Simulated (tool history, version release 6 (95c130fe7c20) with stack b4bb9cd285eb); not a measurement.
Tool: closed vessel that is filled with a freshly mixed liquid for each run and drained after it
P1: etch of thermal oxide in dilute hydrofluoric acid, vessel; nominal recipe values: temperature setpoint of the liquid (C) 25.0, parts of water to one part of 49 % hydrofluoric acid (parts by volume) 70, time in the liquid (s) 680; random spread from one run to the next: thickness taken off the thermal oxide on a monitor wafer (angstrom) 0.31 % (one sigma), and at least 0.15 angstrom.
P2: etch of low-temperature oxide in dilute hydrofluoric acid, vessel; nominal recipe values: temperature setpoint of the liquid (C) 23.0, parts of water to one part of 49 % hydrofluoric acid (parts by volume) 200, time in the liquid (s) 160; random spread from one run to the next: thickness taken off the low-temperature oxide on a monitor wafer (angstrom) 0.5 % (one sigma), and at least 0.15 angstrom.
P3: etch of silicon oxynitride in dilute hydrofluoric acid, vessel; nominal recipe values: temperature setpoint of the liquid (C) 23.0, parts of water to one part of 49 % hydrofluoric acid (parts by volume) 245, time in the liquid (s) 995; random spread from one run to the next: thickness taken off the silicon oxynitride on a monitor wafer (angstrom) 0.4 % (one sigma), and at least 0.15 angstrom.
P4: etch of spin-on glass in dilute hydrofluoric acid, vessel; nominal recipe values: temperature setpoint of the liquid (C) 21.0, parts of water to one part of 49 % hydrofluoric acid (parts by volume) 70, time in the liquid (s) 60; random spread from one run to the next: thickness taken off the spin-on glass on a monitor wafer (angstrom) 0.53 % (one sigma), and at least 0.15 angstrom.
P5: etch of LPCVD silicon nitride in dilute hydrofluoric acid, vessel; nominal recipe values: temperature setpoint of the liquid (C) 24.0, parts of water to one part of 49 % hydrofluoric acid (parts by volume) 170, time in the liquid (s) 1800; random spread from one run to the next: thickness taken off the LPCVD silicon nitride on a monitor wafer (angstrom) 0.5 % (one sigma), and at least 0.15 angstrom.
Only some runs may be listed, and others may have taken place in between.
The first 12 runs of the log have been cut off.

run	hour	process that ran	temperature setpoint of the liquid (C)	parts of water to one part of 49 % hydrofluoric acid (parts by volume)	time in the liquid (s)	hours since the thermometer was replaced	hours since the hydrofluoric acid flow meter was replaced	thickness taken off the thermal oxide on a monitor wafer (angstrom)	thickness taken off the LPCVD silicon nitride on a monitor wafer (angstrom)	thickness taken off the spin-on glass on a monitor wafer (angstrom)	thickness taken off the silicon oxynitride on a monitor wafer (angstrom)	thickness taken off the low-temperature oxide on a monitor wafer (angstrom)
13	115.0	P3	23.0	245	995	553.6	448.1				165.420	
14	126.0	P4	21.0	70	60	564.6	459.1			514.74		
15	132.7	P1	17.0	70	680	571.3	465.8	361.75				
16	144.5	P2	23.0	200	260	583.1	477.6					227.610
17	153.5	P5	24.0	310	1800	592.1	486.6		29.996			
18	165.2	P2	17.0	200	160	603.8	498.3					112.340
19	175.0	P1	25.0	70	1340	613.6	508.1	993.38				
20	183.6	P1	25.0	70	680	622.2	516.7	501.61				
21	191.9	P1	30.5	105	680	630.5	525.0	394.32				
22	201.5	P3	23.0	245	480	640.1	534.6				79.512	
23	207.2	P1	25.0	70	680	645.8	540.3	501.93				
24	214.3	P4	27.5	70	60	652.9	547.4			677.14		
25	225.3	P1	32.0	70	680	663.9	558.4	658.81				
26	231.2	P5	24.0	170	770	669.8	564.3		23.298			
27	238.6	P2	23.0	355	160	677.2	571.7					67.995

Run 28 has not been measured yet. What should we expect?
28	246.2	P4	21.0	25	60	684.8	579.3			?		

thickness taken off the spin-on glass on a monitor wafer (angstrom): 1518.60

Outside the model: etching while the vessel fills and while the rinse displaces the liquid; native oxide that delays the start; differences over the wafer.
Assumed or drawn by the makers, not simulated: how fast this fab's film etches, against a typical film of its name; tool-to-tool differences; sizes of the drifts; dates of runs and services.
